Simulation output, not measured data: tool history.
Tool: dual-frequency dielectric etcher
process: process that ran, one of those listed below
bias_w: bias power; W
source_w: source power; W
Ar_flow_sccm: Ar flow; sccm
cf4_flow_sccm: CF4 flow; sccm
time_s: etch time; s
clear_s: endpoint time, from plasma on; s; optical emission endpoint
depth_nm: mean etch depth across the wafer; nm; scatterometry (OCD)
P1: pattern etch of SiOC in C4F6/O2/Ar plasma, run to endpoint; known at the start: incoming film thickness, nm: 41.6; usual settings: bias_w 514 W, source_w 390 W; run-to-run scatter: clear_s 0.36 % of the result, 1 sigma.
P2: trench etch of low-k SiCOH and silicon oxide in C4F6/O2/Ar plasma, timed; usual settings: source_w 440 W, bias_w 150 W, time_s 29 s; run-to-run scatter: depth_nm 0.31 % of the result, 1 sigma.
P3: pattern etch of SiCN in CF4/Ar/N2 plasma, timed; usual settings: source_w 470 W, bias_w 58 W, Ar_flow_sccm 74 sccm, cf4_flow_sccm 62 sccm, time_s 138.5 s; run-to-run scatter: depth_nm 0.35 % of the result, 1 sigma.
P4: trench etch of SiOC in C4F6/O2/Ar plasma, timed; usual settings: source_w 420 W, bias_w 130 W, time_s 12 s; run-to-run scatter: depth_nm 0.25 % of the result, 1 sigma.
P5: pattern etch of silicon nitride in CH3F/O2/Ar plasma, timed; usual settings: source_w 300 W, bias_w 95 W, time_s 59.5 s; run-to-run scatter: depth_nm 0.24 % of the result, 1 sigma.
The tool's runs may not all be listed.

run,hour,process,bias_w,source_w,Ar_flow_sccm,cf4_flow_sccm,time_s,hours since the last wet clean,hours since the last bias power generator calibration,hours since the last source power generator calibration,clear_s,depth_nm
1,4,P1,514,390,,,,72,756,2463.8,14.236,
2,9.7,P3,58,470,74,62,183.5,77.7,761.7,2469.5,,152.59
3,15.4,P1,514,320,,,,83.4,767.4,2475.2,15.299,
4,22.3,P3,38,470,74,62,138.5,90.3,774.3,2482.1,,101.63
5,28.5,P2,150,440,,,42,96.5,780.5,2488.3,,131.83
6,34.5,P1,619,470,,,,102.5,786.5,2494.3,12.358,
7,41.1,P1,514,520,,,,109.1,793.1,2500.9,12.767,
8,45.4,P1,694,390,,,,113.4,797.4,2505.2,12.666,
9,52.1,P2,150,440,,,29,120.1,804.1,2511.9,,90.878
10,58,P1,514,390,,,,126,810,2517.8,14.176,
11,65.3,P1,514,390,,,,133.3,817.3,2525.1,14.189,
12,69.5,P5,95,300,,,84.5,137.5,821.5,2529.3,,58.702
13,74,P5,95,400,,,59.5,142,826,2533.8,,45.956
14,79,P5,95,300,,,59.5,147,831,2538.8,,41.315
15,84.2,P1,514,390,,,,152.2,836.2,2544,14.184,
16,90.6,P2,150,440,,,29,158.6,842.6,2550.4,,91.05
17,96.4,P1,328,290,,,,164.4,848.4,2556.2,18.742,
18,100.5,P1,355,390,,,,168.5,852.5,2560.3,16.276,
19,108.5,P3,58,470,74,86,138.5,176.5,860.5,2568.3,,120.59
20,113.8,P4,130,420,,,12,181.8,865.8,2573.6,,23.101
21,117.7,P3,58,470,74,62,138.5,185.7,869.7,2577.5,,115.06
22,121.9,P5,132,300,,,59.5,189.9,873.9,2581.7,,46.911
23,129.3,P3,58,270,74,62,138.5,197.3,881.3,2589.1,,70.431
24,135.2,P2,150,620,,,29,203.2,887.2,2595,,104.06
25,138.8,P4,130,420,,,8,206.8,890.8,2598.6,,15.4
26,146.8,P1,514,390,,,,214.8,898.8,2606.6,14.14,
27,152.7,P5,95,300,,,59.5,220.7,904.7,2612.5,,41.247
28,158,P1,514,390,,,,226,910,2617.8,14.277,
29,164.3,P1,514,390,,,,232.3,916.3,2624.1,14.231,
30,171,P4,130,580,,,12,239,923,2630.8,,26.297
# hour 171.6: source power generator calibrated
31,176.2,P3,58,470,74,62,138.5,244.2,928.2,4.7,,115.71
32,180.4,P4,155,420,,,12,248.4,932.4,8.9,,24.35

Run 33 comes next. What will it give?
33,187.5,P2,203,440,,,29,255.5,939.5,16,,?

{"run 33": {"depth_nm": 100.5}}
